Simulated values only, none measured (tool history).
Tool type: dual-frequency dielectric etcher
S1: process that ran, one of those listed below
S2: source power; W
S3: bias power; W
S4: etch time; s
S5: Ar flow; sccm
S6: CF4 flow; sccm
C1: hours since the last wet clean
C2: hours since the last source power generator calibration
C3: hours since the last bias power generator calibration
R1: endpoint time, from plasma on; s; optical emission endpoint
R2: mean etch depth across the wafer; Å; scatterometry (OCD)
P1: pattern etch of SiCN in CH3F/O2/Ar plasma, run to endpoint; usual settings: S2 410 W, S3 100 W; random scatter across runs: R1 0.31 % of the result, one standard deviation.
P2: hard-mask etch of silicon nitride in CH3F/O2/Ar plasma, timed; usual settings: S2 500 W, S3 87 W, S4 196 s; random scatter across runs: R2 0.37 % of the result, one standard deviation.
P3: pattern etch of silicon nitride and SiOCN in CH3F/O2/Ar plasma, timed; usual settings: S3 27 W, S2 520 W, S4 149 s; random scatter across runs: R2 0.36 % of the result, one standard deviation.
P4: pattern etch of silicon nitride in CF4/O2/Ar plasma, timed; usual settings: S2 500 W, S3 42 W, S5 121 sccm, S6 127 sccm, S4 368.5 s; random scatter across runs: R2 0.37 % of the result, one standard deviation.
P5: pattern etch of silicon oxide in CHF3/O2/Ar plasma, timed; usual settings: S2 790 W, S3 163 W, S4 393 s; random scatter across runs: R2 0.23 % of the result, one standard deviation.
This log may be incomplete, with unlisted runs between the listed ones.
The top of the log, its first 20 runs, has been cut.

run 21 hour=173.3 | S1=P2 S2=500 S3=87 S4=196 | C1=125.9 C2=1328 C3=2730.1 | R2=1536.8
run 22 hour=184.8 | S1=P1 S2=410 S3=100 | C1=137.4 C2=1339.5 C3=2741.6 | R1=22.258
run 23 hour=194.7 | S1=P2 S2=360 S3=87 S4=196 | C1=147.3 C2=1349.4 C3=2751.5 | R2=1350.6
run 24 hour=203 | S1=P4 S2=500 S3=42 S4=528 S5=121 S6=127 | C1=155.6 C2=1357.7 C3=2759.8 | R2=9218.8
run 25 hour=209.2 | S1=P2 S2=500 S3=87 S4=280.5 | C1=161.8 C2=1363.9 C3=2766 | R2=2209.4
run 26 hour=215.7 | S1=P1 S2=410 S3=100 | C1=168.3 C2=1370.4 C3=2772.5 | R1=22.308
run 27 hour=222.5 | S1=P5 S2=790 S3=163 S4=393 | C1=175.1 C2=1377.2 C3=2779.3 | R2=8788.5
run 28 hour=231.7 | S1=P1 S2=410 S3=140 | C1=184.3 C2=1386.4 C3=2788.5 | R1=19.623
run 29 hour=243.2 | S1=P3 S2=520 S3=22 S4=149 | C1=195.8 C2=1397.9 C3=2800 | R2=219.01
run 30 hour=251.3 | S1=P1 S2=410 S3=100 | C1=203.9 C2=1406 C3=2808.1 | R1=22.245
run 31 hour=259.2 | S1=P1 S2=410 S3=100 | C1=211.8 C2=1413.9 C3=2816 | R1=22.466
run 32 hour=270.1 | S1=P1 S2=410 S3=100 | C1=222.7 C2=1424.8 C3=2826.9 | R1=22.547
run 33 hour=275.1 | S1=P1 S2=410 S3=100 | C1=227.7 C2=1429.8 C3=2831.9 | R1=22.408
run 34 hour=282.8 | S1=P1 S2=410 S3=100 | C1=235.4 C2=1437.5 C3=2839.6 | R1=22.622

The next listed run, before its measurement:
-- hour=287.7 wet clean of the chamber
run 35 hour=288.7 | S1=P1 S2=410 S3=100 | C1=1 C2=1443.4 C3=2845.5 | R1=?

{"run 35": {"R1": 22.544}}
